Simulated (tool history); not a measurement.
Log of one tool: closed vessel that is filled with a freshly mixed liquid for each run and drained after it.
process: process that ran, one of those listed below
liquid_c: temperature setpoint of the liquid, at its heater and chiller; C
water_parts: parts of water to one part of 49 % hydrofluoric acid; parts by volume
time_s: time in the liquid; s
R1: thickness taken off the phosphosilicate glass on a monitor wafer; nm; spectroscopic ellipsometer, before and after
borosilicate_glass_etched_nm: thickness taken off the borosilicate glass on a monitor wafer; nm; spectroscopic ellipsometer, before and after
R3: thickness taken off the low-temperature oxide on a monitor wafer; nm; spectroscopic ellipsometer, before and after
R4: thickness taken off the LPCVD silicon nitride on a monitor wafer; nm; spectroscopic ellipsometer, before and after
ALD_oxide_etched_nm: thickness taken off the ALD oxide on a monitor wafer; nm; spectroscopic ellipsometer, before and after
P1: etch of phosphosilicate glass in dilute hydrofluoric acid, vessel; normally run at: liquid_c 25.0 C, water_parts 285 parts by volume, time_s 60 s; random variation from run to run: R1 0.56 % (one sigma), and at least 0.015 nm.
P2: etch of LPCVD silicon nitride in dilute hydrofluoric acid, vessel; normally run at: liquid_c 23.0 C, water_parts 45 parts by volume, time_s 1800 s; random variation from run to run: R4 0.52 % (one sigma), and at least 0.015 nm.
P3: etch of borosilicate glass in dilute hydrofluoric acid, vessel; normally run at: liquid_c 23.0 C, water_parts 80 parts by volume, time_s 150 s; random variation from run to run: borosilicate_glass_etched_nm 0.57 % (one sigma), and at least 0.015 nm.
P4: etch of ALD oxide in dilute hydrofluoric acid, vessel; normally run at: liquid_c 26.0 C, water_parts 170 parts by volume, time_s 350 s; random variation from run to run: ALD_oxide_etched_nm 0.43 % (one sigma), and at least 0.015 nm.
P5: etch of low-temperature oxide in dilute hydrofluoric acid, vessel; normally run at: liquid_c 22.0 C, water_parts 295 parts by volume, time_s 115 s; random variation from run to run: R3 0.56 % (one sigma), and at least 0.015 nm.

run 1 day=0.383 | process=P1 liquid_c=25.0 water_parts=285 time_s=60 | R1=20.142
run 2 day=0.717 | process=P1 liquid_c=25.0 water_parts=285 time_s=85 | R1=28.827
run 3 day=1.071 | process=P1 liquid_c=25.0 water_parts=285 time_s=60 | R1=20.195
run 4 day=1.579 | process=P3 liquid_c=23.0 water_parts=135 time_s=150 | borosilicate_glass_etched_nm=23.818
run 5 day=2.096 | process=P3 liquid_c=23.0 water_parts=80 time_s=150 | borosilicate_glass_etched_nm=42.947
run 6 day=2.562 | process=P1 liquid_c=25.0 water_parts=435 time_s=100 | R1=19.054
run 7 day=3.012 | process=P5 liquid_c=22.0 water_parts=465 time_s=115 | R3=3.0458
run 8 day=3.383 | process=P1 liquid_c=25.0 water_parts=285 time_s=60 | R1=20.162
run 9 day=3.867 | process=P1 liquid_c=25.0 water_parts=400 time_s=60 | R1=12.887
run 10 day=4.329 | process=P1 liquid_c=29.5 water_parts=285 time_s=30 | R1=11.769
run 11 day=4.708 | process=P1 liquid_c=25.0 water_parts=80 time_s=60 | R1=90.520
run 12 day=4.975 | process=P5 liquid_c=17.0 water_parts=295 time_s=115 | R3=4.6079
run 13 day=5.238 | process=P5 liquid_c=22.0 water_parts=295 time_s=230 | R3=11.2090
run 14 day=5.529 | process=P2 liquid_c=23.0 water_parts=45 time_s=55 | R4=0.54087
run 15 day=6.088 | process=P2 liquid_c=28.5 water_parts=45 time_s=1800 | R4=26.54400
run 16 day=6.658 | process=P1 liquid_c=25.0 water_parts=285 time_s=30 | R1=10.020
run 17 day=7.167 | process=P2 liquid_c=23.0 water_parts=80 time_s=1800 | R4=10.50600
run 18 day=7.612 | process=P1 liquid_c=25.0 water_parts=285 time_s=60 | R1=20.192
run 19 day=8.038 | process=P3 liquid_c=19.5 water_parts=80 time_s=150 | borosilicate_glass_etched_nm=37.118
run 20 day=8.446 | process=P1 liquid_c=25.0 water_parts=285 time_s=60 | R1=20.117
run 21 day=8.967 | process=P1 liquid_c=19.5 water_parts=285 time_s=60 | R1=16.553
run 22 day=9.338 | process=P2 liquid_c=23.0 water_parts=45 time_s=1800 | R4=18.37300
run 23 day=9.788 | process=P1 liquid_c=28.5 water_parts=285 time_s=60 | R1=22.493
run 24 day=10.283 | process=P4 liquid_c=20.0 water_parts=170 time_s=350 | ALD_oxide_etched_nm=41.1840
-- day=10.525 thermometer replaced
run 25 day=10.638 | process=P5 liquid_c=22.0 water_parts=295 time_s=115 | R3=5.5729
run 26 day=11.083 | process=P3 liquid_c=23.0 water_parts=80 time_s=295 | borosilicate_glass_etched_nm=83.813
run 27 day=11.617 | process=P1 liquid_c=29.5 water_parts=125 time_s=60 | R1=64.883
run 28 day=11.917 | process=P4 liquid_c=26.0 water_parts=170 time_s=350 | ALD_oxide_etched_nm=51.6790
run 29 day=12.321 | process=P4 liquid_c=26.0 water_parts=100 time_s=350 | ALD_oxide_etched_nm=96.3200
run 30 day=12.858 | process=P3 liquid_c=23.0 water_parts=80 time_s=150 | borosilicate_glass_etched_nm=43.201
run 31 day=13.129 | process=P4 liquid_c=26.0 water_parts=170 time_s=30 | ALD_oxide_etched_nm=4.4902
run 32 day=13.396 | process=P1 liquid_c=25.0 water_parts=285 time_s=60 | R1=20.156
run 33 day=13.875 | process=P1 liquid_c=25.0 water_parts=285 time_s=60 | R1=19.788
run 34 day=14.325 | process=P1 liquid_c=25.0 water_parts=285 time_s=60 | R1=19.363
run 35 day=14.638 | process=P1 liquid_c=25.0 water_parts=285 time_s=60 | R1=19.334
run 36 day=15.175 | process=P1 liquid_c=25.0 water_parts=285 time_s=60 | R1=19.213
run 37 day=15.650 | process=P1 liquid_c=25.0 water_parts=285 time_s=60 | R1=19.186
run 38 day=15.942 | process=P1 liquid_c=25.0 water_parts=285 time_s=60 | R1=19.141
run 39 day=16.371 | process=P1 liquid_c=25.0 water_parts=285 time_s=60 | R1=18.913
run 40 day=16.738 | process=P1 liquid_c=25.0 water_parts=285 time_s=60 | R1=19.198
run 41 day=17.138 | process=P1 liquid_c=25.0 water_parts=285 time_s=60 | R1=18.999

What P1 gives has crept away from where it was. These 2 causes fit the log equally well, each at the size given:
A: hydrofluoric acid flow below the setpoint (%) = 3.95
B: liquid colder than its thermometer reads (K) = 1.5
The creep began at about day 13.396.

4 check runs are offered, one wafer each, their results left as question marks. Which one tells the causes apart?
run check 1 day=17.538 | process=P2 liquid_c=23.0 water_parts=75 time_s=1800 | R4=?
run check 2 day=17.538 | process=P5 liquid_c=17.0 water_parts=295 time_s=210 | R3=?
run check 3 day=17.538 | process=P3 liquid_c=23.0 water_parts=135 time_s=150 | borosilicate_glass_etched_nm=?
run check 4 day=17.538 | process=P4 liquid_c=22.0 water_parts=170 time_s=350 | ALD_oxide_etched_nm=?

What each check would give under each cause:
check=check_1 result=R4 if_A=10.77400 if_B=10.12800
check=check_2 result=R3 if_A=8.0692 if_B=8.0124
check=check_3 result=borosilicate_glass_etched_nm if_A=22.746 if_B=22.466
check=check_4 result=ALD_oxide_etched_nm if_A=42.6640 if_B=42.2180
How far apart the two closest causes lie, in the result that separates them most: check 1 6.18 %; check 2 0.71 %; check 3 1.24 %; check 4 1.05 %
Only check 1 tells the causes apart: in the others they would give nearly the same result.

Then check 1 was run and gave: R4 10.74400 nm. Which cause is it?

It is A: hydrofluoric acid flow below the setpoint (%).
